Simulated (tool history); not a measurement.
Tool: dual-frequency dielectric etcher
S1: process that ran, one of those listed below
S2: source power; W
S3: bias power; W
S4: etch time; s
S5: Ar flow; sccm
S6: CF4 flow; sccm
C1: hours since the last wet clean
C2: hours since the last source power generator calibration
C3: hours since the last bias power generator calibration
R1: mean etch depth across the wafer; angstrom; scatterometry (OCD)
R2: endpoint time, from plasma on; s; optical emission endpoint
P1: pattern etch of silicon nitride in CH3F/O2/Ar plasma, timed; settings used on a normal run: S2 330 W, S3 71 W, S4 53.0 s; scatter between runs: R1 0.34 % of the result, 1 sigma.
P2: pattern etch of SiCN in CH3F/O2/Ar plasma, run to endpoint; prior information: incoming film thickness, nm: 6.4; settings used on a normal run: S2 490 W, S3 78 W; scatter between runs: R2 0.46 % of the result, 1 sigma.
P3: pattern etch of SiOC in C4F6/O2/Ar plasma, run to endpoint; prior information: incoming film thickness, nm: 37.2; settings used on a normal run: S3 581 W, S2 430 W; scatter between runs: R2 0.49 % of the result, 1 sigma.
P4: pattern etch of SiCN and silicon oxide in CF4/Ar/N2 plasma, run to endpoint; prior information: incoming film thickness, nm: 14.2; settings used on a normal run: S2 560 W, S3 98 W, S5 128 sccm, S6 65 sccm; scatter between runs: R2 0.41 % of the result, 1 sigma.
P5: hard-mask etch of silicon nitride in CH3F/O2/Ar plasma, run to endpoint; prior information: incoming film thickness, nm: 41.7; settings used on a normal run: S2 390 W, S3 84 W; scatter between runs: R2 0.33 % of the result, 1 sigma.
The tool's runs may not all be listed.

run   hour  S1   S2   S3    S4   S5  S6     C1     C2     C3      R1       R2
  1    6.1  P1  330   71  53.0           183.1  290.1  465.6  344.07
  2   12.2  P5  390   84                 189.2  296.2  471.7          56.7480
  3   20.9  P1  330   92  53.0           197.9  304.9  480.4  376.72
  4   27.0  P1  330   71  53.0           204.0  311.0  486.5  344.64
  5   32.5  P1  330   71  53.0           209.5  316.5  492.0  343.13
  6   40.4  P3  430  377                 217.4  324.4  499.9          13.0930
  7   49.5  P2  490   78                 226.5  333.5  509.0          15.2550
  8   58.6  P4  560   98        128  65  235.6  342.6  518.1          12.9600
  9   69.4  P4  560  119        128  65  246.4  353.4  528.9          12.0560
 10   76.0  P1  330   71  76.5           253.0  360.0  535.5  495.81
 11   82.2  P1  430   71  53.0           259.2  366.2  541.7  380.99
 12   89.3  P2  300   78                 266.3  373.3  548.8          18.4140
 13   98.3  P3  430  581                 275.3  382.3  557.8          11.1910
 14  108.3  P1  330   71  53.0           285.3  392.3  567.8  341.57
 15  118.4  P2  490   78                 295.4  402.4  577.9          15.2280
 16  128.3  P4  560   98        128  82  305.3  412.3  587.8          12.4630
 17  135.9  P1  330   71  53.0           312.9  419.9  595.4  343.46
     142.1  -- wet clean of the chamber
 18  144.8  P5  390   64                   2.8  428.8  604.3          62.2670
 19  153.8  P3  600  581                  11.8  437.8  613.3           9.8852
 20  159.0  P1  330   71  53.0            17.0  443.0  618.5  344.07
 21  169.2  P2  490   49                  27.2  453.2  628.7          17.8250
 22  178.4  P5  390   84                  36.4  462.4  637.9          57.0150
 23  187.1  P1  330   55  53.0            45.1  471.1  646.6  317.46
 24  192.2  P1  250   98  53.0            50.2  476.2  651.7  347.18
 25  201.8  P4  560   98        103  65   59.8  485.8  661.3          12.4660
 26  209.7  P4  460   98        128  65   67.7  493.7  669.2          15.2890
 27  218.8  P4  560   98        128  65   76.8  502.8  678.3          12.8680
 28  225.2  P3  430  581                  83.2  509.2  684.7          11.2170
 29  234.2  P5  260   84                  92.2  518.2  693.7          66.3980
 30  245.2  P1  330   71  53.0           103.2  529.2  704.7  342.91
 31  256.0  P1  260   71  53.0           114.0  540.0  715.5  315.24
 32  265.4  P1  330   71  35.0           123.4  549.4  724.9  226.22
 33  271.9  P1  330   71  53.0           129.9  555.9  731.4  344.66

Run 34, settings as shown, results not yet in. Your forecast:
 34  280.9  P1  330  71  53.0          138.9  564.9  740.4   ?

R1: 342.39 angstrom
